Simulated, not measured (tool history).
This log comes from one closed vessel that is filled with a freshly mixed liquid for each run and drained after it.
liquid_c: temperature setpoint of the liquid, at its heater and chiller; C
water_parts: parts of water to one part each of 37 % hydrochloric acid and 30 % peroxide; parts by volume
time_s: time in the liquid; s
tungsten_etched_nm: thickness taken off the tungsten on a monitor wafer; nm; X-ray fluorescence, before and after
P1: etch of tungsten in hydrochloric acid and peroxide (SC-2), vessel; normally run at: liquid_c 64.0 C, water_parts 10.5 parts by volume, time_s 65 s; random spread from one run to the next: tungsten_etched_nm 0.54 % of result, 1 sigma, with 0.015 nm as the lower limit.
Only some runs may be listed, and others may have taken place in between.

run,hour,liquid_c,water_parts,time_s,tungsten_etched_nm
1,13.0,64.0,10.5,65,27.269
2,24.2,64.0,10.5,65,26.839
3,37.8,49.5,10.5,65,10.802
4,44.3,64.0,10.5,65,27.007
5,52.9,64.0,10.5,125,51.983
6,66.1,52.5,10.5,110,22.180
7,72.4,64.0,10.5,65,27.011
8,81.7,72.0,10.5,105,70.957
9,92.7,64.0,16.5,65,18.265
10,104.9,64.0,10.5,30,12.552
# hour 107.7: thermometer replaced
11,118.0,64.0,10.5,65,27.276

The next listed run, before its measurement:
12,125.6,64.0,4.0,65,?

tungsten_etched_nm: 56.358 nm
